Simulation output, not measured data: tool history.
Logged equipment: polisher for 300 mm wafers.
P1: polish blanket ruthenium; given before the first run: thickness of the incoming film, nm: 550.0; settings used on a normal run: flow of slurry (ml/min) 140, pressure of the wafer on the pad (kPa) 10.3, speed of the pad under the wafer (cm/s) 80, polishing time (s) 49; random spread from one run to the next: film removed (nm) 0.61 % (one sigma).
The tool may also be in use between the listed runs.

run,hour,flow of slurry (ml/min),pressure of the wafer on the pad (kPa),speed of the pad under the wafer (cm/s),polishing time (s),wafers polished on this pad,hours since the slurry nozzle was cleaned,hours since the head pressure was calibrated,film removed (nm)
1,11.4,140,10.3,80,49,148,385.9,514.3,30.601
2,26,140,10.3,80,22,246,400.5,528.9,13.716
3,41.5,140,10.3,80,49,350,416,544.4,30.574
4,51.8,140,10.3,80,66,419,426.3,554.7,40.888
5,65.2,140,10.3,80,49,509,439.7,568.1,30.552
6,80.4,140,10.3,58,36,611,454.9,583.3,16.124
7,93.6,95,10.3,80,49,700,468.1,596.5,28.3
8,107.7,140,10.3,108,49,795,482.2,610.6,40.897
9,121.4,140,15.2,80,49,887,495.9,624.3,44.55
10,135.8,140,10.3,80,49,983,510.3,638.7,30.497
11,145.9,140,4.8,80,49,1051,520.4,648.8,14.258
12,158.3,140,13.8,80,74,1134,532.8,661.2,61.416
13,168.5,205,10.3,80,49,1203,543,671.4,32.133
14,176.8,140,10.3,80,49,1258,551.3,679.7,30.373
15,186.9,85,5.5,80,49,1326,561.4,689.8,14.448
16,200.6,140,10.3,40,49,1418,575.1,703.5,15.2
17,209.5,140,10.3,80,49,1478,584,712.4,30.857
18,218.7,140,10.3,80,49,1540,593.2,721.6,30.471
19,229.2,140,10.3,80,49,1610,603.7,732.1,29.374
20,241.9,140,10.3,80,49,1695,616.4,744.8,28.741
21,251.2,140,10.3,80,49,1758,625.7,754.1,28.679
# hour 252.3: worn pad replaced by a new one
22,267.3,140,10.3,80,49,100,641.8,770.2,28.301
23,276.4,140,10.3,80,49,162,650.9,779.3,28.169
24,289.6,140,10.3,80,49,250,664.1,792.5,28.131
25,301.1,140,10.3,80,49,327,675.6,804,27.951
26,313,140,10.3,80,49,407,687.5,815.9,27.836

What P1 gives has crept off from where it sat before. The 2 causes that follow fit the log equally well, each at the size noted:
A: head's pressure below its setpoint, % = 8.21
B: slurry flow missing at the pad, % = 32.3
The onset of the drift is placed at about hour 218.7.
Each remaining cause and why it is not a fit:
removal rate lost through wear of the pad, %: serviced at hour 252.3, after the drift had started, without restoring the earlier output

Consider the 4 check runs below, whose results appear as question marks and each of which averages 5 wafers. Which one distinguishes the causes, in that each cause would give it a clearly different result?
check 1,324.9,140,10.3,46,63,,,,?
check 2,324.9,200,10.3,80,49,,,,?
check 3,324.9,140,10.3,60,22,,,,?
check 4,324.9,140,4.8,80,49,,,,?

Expected result of each check under each candidate cause:
check,result,if A,if B
check 1,film removed (nm),20.682,20.685
check 2,film removed (nm),29.572,30.289
check 3,film removed (nm),9.4202,9.4217
check 4,film removed (nm),13.055,13.057
Smallest distance between any two causes, each pair judged by its most separating result, in per cent: check 1 0.02 %; check 2 2.39 %; check 3 0.02 %; check 4 0.02 %
Check 2 tells the causes apart: in the others they would give nearly the same result.

With check 2 done, the readings were: film removed (nm) 29.46. Identify which of the listed causes applies.

It is A: head's pressure below its setpoint, %.
